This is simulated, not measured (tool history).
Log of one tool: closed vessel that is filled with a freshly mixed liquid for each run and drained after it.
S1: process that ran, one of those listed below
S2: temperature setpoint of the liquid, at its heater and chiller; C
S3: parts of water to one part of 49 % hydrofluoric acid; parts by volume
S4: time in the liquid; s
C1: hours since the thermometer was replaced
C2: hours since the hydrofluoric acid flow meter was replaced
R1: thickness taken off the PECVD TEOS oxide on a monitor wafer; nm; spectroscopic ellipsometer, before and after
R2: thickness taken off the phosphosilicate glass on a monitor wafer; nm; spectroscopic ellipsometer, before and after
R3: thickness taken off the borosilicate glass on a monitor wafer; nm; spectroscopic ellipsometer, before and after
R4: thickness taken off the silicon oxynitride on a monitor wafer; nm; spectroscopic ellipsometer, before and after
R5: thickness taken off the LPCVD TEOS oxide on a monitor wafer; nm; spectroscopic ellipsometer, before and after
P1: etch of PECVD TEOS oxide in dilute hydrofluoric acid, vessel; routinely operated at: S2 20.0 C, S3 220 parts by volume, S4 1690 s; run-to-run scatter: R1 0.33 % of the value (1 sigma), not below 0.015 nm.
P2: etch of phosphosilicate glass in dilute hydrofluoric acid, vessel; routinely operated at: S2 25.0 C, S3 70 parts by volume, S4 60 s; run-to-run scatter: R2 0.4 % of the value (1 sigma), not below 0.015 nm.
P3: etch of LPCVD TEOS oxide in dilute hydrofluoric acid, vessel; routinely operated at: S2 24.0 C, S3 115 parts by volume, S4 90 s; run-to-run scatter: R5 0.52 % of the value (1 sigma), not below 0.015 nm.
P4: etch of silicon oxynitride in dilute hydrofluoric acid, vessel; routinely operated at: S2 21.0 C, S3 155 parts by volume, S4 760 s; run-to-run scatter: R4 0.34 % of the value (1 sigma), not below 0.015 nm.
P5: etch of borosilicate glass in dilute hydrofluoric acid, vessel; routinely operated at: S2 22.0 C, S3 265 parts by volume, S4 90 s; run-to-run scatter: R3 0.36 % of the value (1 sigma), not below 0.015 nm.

{"run": 1, "day": 0.133, "S1": "P1", "S2": 20.0, "S3": 220, "S4": 1690, "C1": 119.5, "C2": 269.4, "R1": 50.035}
{"run": 2, "day": 0.288, "S1": "P2", "S2": 19.5, "S3": 70, "S4": 60, "C1": 123.2, "C2": 273.1, "R2": 42.786}
{"run": 3, "day": 0.488, "S1": "P1", "S2": 20.0, "S3": 220, "S4": 1690, "C1": 128.0, "C2": 277.9, "R1": 50.167}
{"run": 4, "day": 0.638, "S1": "P1", "S2": 20.0, "S3": 395, "S4": 110, "C1": 131.6, "C2": 281.5, "R1": 1.5289}
{"run": 5, "day": 0.867, "S1": "P1", "S2": 20.0, "S3": 220, "S4": 1690, "C1": 137.1, "C2": 287.0, "R1": 50.622}
{"run": 6, "day": 0.988, "S1": "P1", "S2": 20.0, "S3": 220, "S4": 1690, "C1": 140.0, "C2": 289.9, "R1": 50.474}
{"run": 7, "day": 1.242, "S1": "P5", "S2": 22.0, "S3": 140, "S4": 90, "C1": 146.1, "C2": 296.0, "R3": 15.072}
{"run": 8, "day": 1.454, "S1": "P4", "S2": 21.0, "S3": 155, "S4": 760, "C1": 151.2, "C2": 301.1, "R4": 8.2346}
{"run": 9, "day": 1.654, "S1": "P4", "S2": 17.0, "S3": 155, "S4": 760, "C1": 156.0, "C2": 305.9, "R4": 6.8197}
{"run": 10, "day": 1.917, "S1": "P2", "S2": 25.0, "S3": 70, "S4": 30, "C1": 162.3, "C2": 312.2, "R2": 26.927}
{"run": 11, "day": 2.121, "S1": "P5", "S2": 22.0, "S3": 265, "S4": 30, "C1": 167.2, "C2": 317.1, "R3": 2.3696}
{"run": 12, "day": 2.346, "S1": "P5", "S2": 22.0, "S3": 265, "S4": 90, "C1": 172.6, "C2": 322.5, "R3": 6.9645}
{"run": 13, "day": 2.542, "S1": "P4", "S2": 21.0, "S3": 155, "S4": 760, "C1": 177.3, "C2": 327.2, "R4": 8.22}
{"run": 14, "day": 2.804, "S1": "P5", "S2": 27.5, "S3": 265, "S4": 90, "C1": 183.6, "C2": 333.5, "R3": 8.451}
{"run": 15, "day": 3.062, "S1": "P3", "S2": 30.0, "S3": 115, "S4": 90, "C1": 189.8, "C2": 339.7, "R5": 19.952}
{"run": 16, "day": 3.204, "S1": "P1", "S2": 20.0, "S3": 220, "S4": 2465, "C1": 193.2, "C2": 343.1, "R1": 73.363}
{"run": 17, "day": 3.325, "S1": "P1", "S2": 20.0, "S3": 305, "S4": 1690, "C1": 196.1, "C2": 346.0, "R1": 33.589}
{"run": 18, "day": 3.488, "S1": "P2", "S2": 25.0, "S3": 70, "S4": 60, "C1": 200.0, "C2": 349.9, "R2": 53.77}
{"run": 19, "day": 3.738, "S1": "P1", "S2": 23.5, "S3": 220, "S4": 1690, "C1": 206.0, "C2": 355.9, "R1": 57.125}
{"run": 20, "day": 3.933, "S1": "P1", "S2": 20.0, "S3": 220, "S4": 255, "C1": 210.7, "C2": 360.6, "R1": 7.6021}
{"run": 21, "day": 4.079, "S1": "P3", "S2": 24.0, "S3": 115, "S4": 90, "C1": 214.2, "C2": 364.1, "R5": 16.009}
{"run": 22, "day": 4.254, "S1": "P2", "S2": 25.0, "S3": 120, "S4": 60, "C1": 218.4, "C2": 368.3, "R2": 29.404}
{"run": 23, "day": 4.408, "S1": "P1", "S2": 20.0, "S3": 105, "S4": 1690, "C1": 222.1, "C2": 372.0, "R1": 118.46}
{"run": 24, "day": 4.667, "S1": "P1", "S2": 20.0, "S3": 220, "S4": 1690, "C1": 228.3, "C2": 378.2, "R1": 50.412}
{"run": 25, "day": 4.925, "S1": "P3", "S2": 24.0, "S3": 20, "S4": 90, "C1": 234.5, "C2": 384.4, "R5": 104.09}
{"run": 26, "day": 5.183, "S1": "P3", "S2": 24.0, "S3": 115, "S4": 170, "C1": 240.7, "C2": 390.6, "R5": 30.393}
{"run": 27, "day": 5.367, "S1": "P4", "S2": 21.0, "S3": 155, "S4": 55, "C1": 245.1, "C2": 395.0, "R4": 0.5796}
{"run": 28, "day": 5.579, "S1": "P1", "S2": 20.0, "S3": 50, "S4": 170, "C1": 250.2, "C2": 400.1, "R1": 26.696}
{"run": 29, "day": 5.729, "S1": "P1", "S2": 17.0, "S3": 220, "S4": 1690, "C1": 253.8, "C2": 403.7, "R1": 44.563}
{"run": 30, "day": 5.883, "S1": "P4", "S2": 21.0, "S3": 60, "S4": 760, "C1": 257.5, "C2": 407.4, "R4": 22.848}
{"run": 31, "day": 6.083, "S1": "P1", "S2": 20.0, "S3": 220, "S4": 1690, "C1": 262.3, "C2": 412.2, "R1": 50.057}
{"run": 32, "day": 6.338, "S1": "P1", "S2": 20.0, "S3": 220, "S4": 1690, "C1": 268.4, "C2": 418.3, "R1": 51.807}
{"run": 33, "day": 6.492, "S1": "P1", "S2": 20.0, "S3": 220, "S4": 1690, "C1": 272.1, "C2": 422.0, "R1": 52.361}
{"run": 34, "day": 6.658, "S1": "P1", "S2": 20.0, "S3": 220, "S4": 1690, "C1": 276.1, "C2": 426.0, "R1": 53.276}
{"run": 35, "day": 6.788, "S1": "P1", "S2": 20.0, "S3": 220, "S4": 1690, "C1": 279.2, "C2": 429.1, "R1": 53.47}
{"run": 36, "day": 7.046, "S1": "P1", "S2": 20.0, "S3": 220, "S4": 1690, "C1": 285.4, "C2": 435.3, "R1": 53.605}
{"run": 37, "day": 7.229, "S1": "P1", "S2": 20.0, "S3": 220, "S4": 1690, "C1": 289.8, "C2": 439.7, "R1": 53.971}
{"run": 38, "day": 7.417, "S1": "P1", "S2": 20.0, "S3": 220, "S4": 1690, "C1": 294.3, "C2": 444.2, "R1": 53.921}
{"run": 39, "day": 7.625, "S1": "P1", "S2": 20.0, "S3": 220, "S4": 1690, "C1": 299.3, "C2": 449.2, "R1": 54.237}
{"run": 40, "day": 7.858, "S1": "P1", "S2": 20.0, "S3": 220, "S4": 1690, "C1": 304.9, "C2": 454.8, "R1": 54.071}
{"run": 41, "day": 8.062, "S1": "P1", "S2": 20.0, "S3": 220, "S4": 1690, "C1": 309.8, "C2": 459.7, "R1": 54.226}
{"run": 42, "day": 8.204, "S1": "P1", "S2": 20.0, "S3": 220, "S4": 1690, "C1": 313.2, "C2": 463.1, "R1": 54.152}

Something has made what P1 gives creep away from where it was; the 2 causes below, each at its own stated size, fit the log equally well:
A: liquid hotter than its thermometer reads (K) = 2
B: hydrofluoric acid flow above the setpoint (%) = 6.45
The process output started creeping at around day 6.083.

Listed below are the offered check runs, one wafer per run, with question marks in place of results. For which of them would the causes give clearly different outcomes?
{"run": "check 1", "day": 8.346, "S1": "P4", "S2": 21.0, "S3": 65, "S4": 225, "R4": "?"}
{"run": "check 2", "day": 8.346, "S1": "P3", "S2": 24.0, "S3": 115, "S4": 145, "R5": "?"}
{"run": "check 3", "day": 8.346, "S1": "P2", "S2": 25.0, "S3": 115, "S4": 30, "R2": "?"}
{"run": "check 4", "day": 8.346, "S1": "P5", "S2": 22.0, "S3": 265, "S4": 50, "R3": "?"}

How each check would come out, cause by cause:
check=check_1 result=R4 if_A=6.8567 if_B=6.6362
check=check_2 result=R5 if_A=27.848 if_B=27.661
check=check_3 result=R2 if_A=16.675 if_B=16.579
check=check_4 result=R3 if_A=4.1686 if_B=4.1949
Minimum pairwise separation of causes per check, each pair taken at its best-separating result: check 1 3.27 %; check 2 0.67 %; check 3 0.58 %; check 4 0.63 %
Check 1 is the one run that separates the causes; every other check would come out nearly the same whichever cause is at work.

With check 1 done, the readings were: R4 6.6361 nm. Identify which of the listed causes applies.

Of the candidate causes, it is B: hydrofluoric acid flow above the setpoint (%).
